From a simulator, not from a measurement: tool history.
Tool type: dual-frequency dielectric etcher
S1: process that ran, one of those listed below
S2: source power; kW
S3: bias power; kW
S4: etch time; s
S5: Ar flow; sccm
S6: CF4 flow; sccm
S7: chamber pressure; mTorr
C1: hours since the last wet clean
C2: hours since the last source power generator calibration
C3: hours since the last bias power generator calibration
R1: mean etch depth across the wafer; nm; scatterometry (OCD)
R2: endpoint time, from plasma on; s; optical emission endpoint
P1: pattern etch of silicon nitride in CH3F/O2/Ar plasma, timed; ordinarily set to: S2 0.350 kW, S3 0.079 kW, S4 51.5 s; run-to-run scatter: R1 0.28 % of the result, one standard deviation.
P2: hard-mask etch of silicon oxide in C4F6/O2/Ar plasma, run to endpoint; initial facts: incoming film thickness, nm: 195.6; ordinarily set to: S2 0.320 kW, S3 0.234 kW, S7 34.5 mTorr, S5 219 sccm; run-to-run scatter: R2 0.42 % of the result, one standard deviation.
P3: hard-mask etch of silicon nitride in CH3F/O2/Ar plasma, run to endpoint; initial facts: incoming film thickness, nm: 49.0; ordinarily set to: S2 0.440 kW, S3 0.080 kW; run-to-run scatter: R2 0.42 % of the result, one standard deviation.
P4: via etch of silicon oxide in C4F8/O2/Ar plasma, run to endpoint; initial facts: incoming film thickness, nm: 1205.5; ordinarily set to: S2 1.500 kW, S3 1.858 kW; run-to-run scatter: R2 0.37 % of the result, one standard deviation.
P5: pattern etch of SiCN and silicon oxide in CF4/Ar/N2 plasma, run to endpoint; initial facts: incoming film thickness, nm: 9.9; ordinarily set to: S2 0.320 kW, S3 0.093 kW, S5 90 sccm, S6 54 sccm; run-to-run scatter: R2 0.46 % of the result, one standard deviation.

run	day	S1	S2	S3	S4	S5	S6	S7	C1	C2	C3	R1	R2
1	0.242	P1	0.350	0.079	51.5				136.1	2256.0	208.2	36.088	
2	0.492	P1	0.350	0.079	63.0				142.1	2262.0	214.2	44.035	
3	0.838	P1	0.210	0.079	51.5				150.4	2270.3	222.5	29.847	
4	1.092	P5	0.320	0.093		90	54		156.5	2276.4	228.6		14.240
5	1.392	P2	0.320	0.234		219		47.5	163.7	2283.6	235.8		63.690
6	1.588	P3	0.600	0.080					168.4	2288.3	240.5		57.863
7	1.742	P4	1.500	1.858					172.1	2292.0	244.2		271.520
8	2.004	P1	0.350	0.079	34.5				178.4	2298.3	250.5	24.136	
9	2.312	P1	0.350	0.095	51.5				185.8	2305.7	257.9	38.473	
10	2.521	P1	0.350	0.079	51.5				190.8	2310.7	262.9	36.102	
# day 2.646: bias power generator calibrated
11	2.758	P5	0.320	0.093		90	70		196.5	2316.4	2.7		14.028
12	2.983	P2	0.190	0.234		219		34.5	201.9	2321.8	8.1		74.540
13	3.179	P1	0.350	0.050	70.0				206.6	2326.5	12.8	42.128	
14	3.450	P1	0.350	0.048	73.0				213.1	2333.0	19.3	43.265	
15	3.754	P3	0.440	0.080					220.4	2340.3	26.6		65.811
16	4.062	P2	0.320	0.234		219		34.5	227.8	2347.7	34.0		61.688
17	4.408	P3	0.440	0.080					236.1	2356.0	42.3		65.296
18	4.604	P4	1.500	1.173					240.8	2360.7	47.0		309.510
19	4.800	P4	0.960	1.858					245.5	2365.4	51.7		324.430
20	5.129	P5	0.320	0.093		57	54		253.4	2373.3	59.6		13.550
21	5.317	P5	0.320	0.093		90	54		257.9	2377.8	64.1		14.361
22	5.592	P5	0.200	0.093		90	54		264.5	2384.4	70.7		21.769
23	5.942	P1	0.350	0.061	51.5				272.9	2392.8	79.1	33.195	
24	6.142	P1	0.350	0.079	51.5				277.7	2397.6	83.9	36.035	
25	6.379	P1	0.500	0.079	51.5				283.4	2403.3	89.6	40.966	
26	6.692	P2	0.320	0.234		273		34.5	290.9	2410.8	97.1		62.965
27	6.988	P3	0.440	0.050					298.0	2417.9	104.2		76.449
28	7.275	P1	0.350	0.079	51.5				304.9	2424.8	111.1	36.067	
29	7.546	P1	0.350	0.079	51.5				311.4	2431.3	117.6	35.919	
30	7.742	P5	0.320	0.125		90	54		316.1	2436.0	122.3		12.973
31	7.912	P2	0.320	0.327		219		34.5	320.2	2440.1	126.4		54.388
32	8.104	P1	0.420	0.079	39.5				324.8	2444.7	131.0	29.534	
33	8.308	P1	0.350	0.079	51.5				329.7	2449.6	135.9	36.042	
34	8.596	P1	0.350	0.079	51.5				336.6	2456.5	142.8	36.308	
35	8.862	P1	0.350	0.079	51.5				343.0	2462.9	149.2	36.503	
36	9.104	P1	0.350	0.079	51.5				348.8	2468.7	155.0	36.420	
37	9.367	P1	0.350	0.079	51.5				355.1	2475.0	161.3	36.473	
38	9.712	P1	0.350	0.079	51.5				363.4	2483.3	169.6	36.549	
# day 9.929: wet clean of the chamber
39	10.042	P1	0.350	0.079	51.5				2.7	2491.2	177.5	36.708	
40	10.254	P1	0.350	0.079	51.5				7.8	2496.3	182.6	36.830	
41	10.479	P1	0.350	0.079	51.5				13.2	2501.7	188.0	36.507	
42	10.788	P1	0.350	0.079	51.5				20.6	2509.1	195.4	36.564	

P1 no longer gives what it gave before; its output has crept away from where it was. The following 2 causes, each at its listed size, fit the log equally well:
A: bias power that arrives over what is set, % = 4.65
B: source power that arrives over what is set, % = 4.38
At approximately day 8.308, the process output began to creep.
What rules out each remaining cause:
chamber walls in a state that raises the etch rate, %: was serviced at day 9.929, once the creep was under way, yet the earlier output never came back

The 4 check runs listed below each average the results of 3 wafers, and their outcomes are marked with question marks. Under which run would the listed causes produce clearly different results?
check 1	11.096	P2	0.320	0.234		219		34.5					?
check 2	11.096	P5	0.320	0.093		90	54						?
check 3	11.096	P3	0.440	0.080									?
check 4	11.096	P4	1.500	1.858									?

Check results expected under each cause:
check	result	if A	if B
check 1	R2	60.343	60.287
check 2	R2	14.155	13.868
check 3	R2	64.312	64.293
check 4	R2	268.380	267.320
Distance between the nearest two causes, measured in the result of the check that separates them most: check 1 0.09 %; check 2 2.05 %; check 3 0.03 %; check 4 0.4 %
Check 2 is the one run that separates the causes; every other check would come out nearly the same whichever cause is at work.

The results of check 2 are: R2 14.124 s. Based on these, which of the listed causes is it?

A is the cause: bias power that arrives over what is set, %.

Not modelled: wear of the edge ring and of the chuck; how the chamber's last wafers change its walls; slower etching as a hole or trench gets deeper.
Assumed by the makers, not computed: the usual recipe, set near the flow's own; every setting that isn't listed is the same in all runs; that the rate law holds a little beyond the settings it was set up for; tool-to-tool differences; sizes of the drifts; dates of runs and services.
